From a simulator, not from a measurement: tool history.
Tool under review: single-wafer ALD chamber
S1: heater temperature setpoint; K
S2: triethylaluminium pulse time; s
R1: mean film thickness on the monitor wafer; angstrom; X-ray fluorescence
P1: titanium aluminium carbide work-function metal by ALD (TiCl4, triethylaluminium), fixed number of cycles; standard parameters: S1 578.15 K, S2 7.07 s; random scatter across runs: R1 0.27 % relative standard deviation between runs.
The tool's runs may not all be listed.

| run | hour | S1 | S2 | R1 |
|---|---|---|---|---|
| 1 | 10.6 | 578.15 | 7.07 | 19.82 |
| 2 | 22.4 | 602.15 | 4.24 | 18.36 |
| 3 | 35.1 | 578.15 | 7.07 | 19.804 |
| 4 | 45.5 | 560.15 | 10.02 | 19.422 |
| 5 | 54.3 | 578.15 | 2.6 | 12.833 |
| 6 | 60.3 | 578.15 | 7.07 | 19.845 |
| 7 | 70.5 | 578.15 | 9.37 | 20.791 |
| 8 | 83.7 | 602.15 | 7.07 | 21.791 |
| 9 | 90.3 | 578.15 | 7.07 | 19.859 |
| 10 | 101.4 | 578.15 | 7.07 | 19.808 |
| 11 | 112.9 | 578.15 | 7.07 | 19.755 |
| 12 | 124.7 | 578.15 | 7.07 | 19.827 |
|  | 128 | thermocouple changed; heater temperature recalibrated |
| 13 | 136 | 553.15 | 7.07 | 17.725 |
| 14 | 148.1 | 578.15 | 7.07 | 19.726 |
| 15 | 159.7 | 578.15 | 7.07 | 19.556 |
| 16 | 172.8 | 578.15 | 7.07 | 19.459 |
| 17 | 185.3 | 578.15 | 7.07 | 19.504 |
| 18 | 192.1 | 578.15 | 7.07 | 19.431 |
| 19 | 200 | 578.15 | 7.07 | 19.419 |
| 20 | 206.5 | 578.15 | 7.07 | 19.397 |
| 21 | 219 | 578.15 | 7.07 | 19.366 |

Run 22, settings as shown, results not yet in. Your forecast:
| 22 | 228.3 | 578.15 | 7.07 | ? |

Run 22 yielded R1 19.379 angstrom.

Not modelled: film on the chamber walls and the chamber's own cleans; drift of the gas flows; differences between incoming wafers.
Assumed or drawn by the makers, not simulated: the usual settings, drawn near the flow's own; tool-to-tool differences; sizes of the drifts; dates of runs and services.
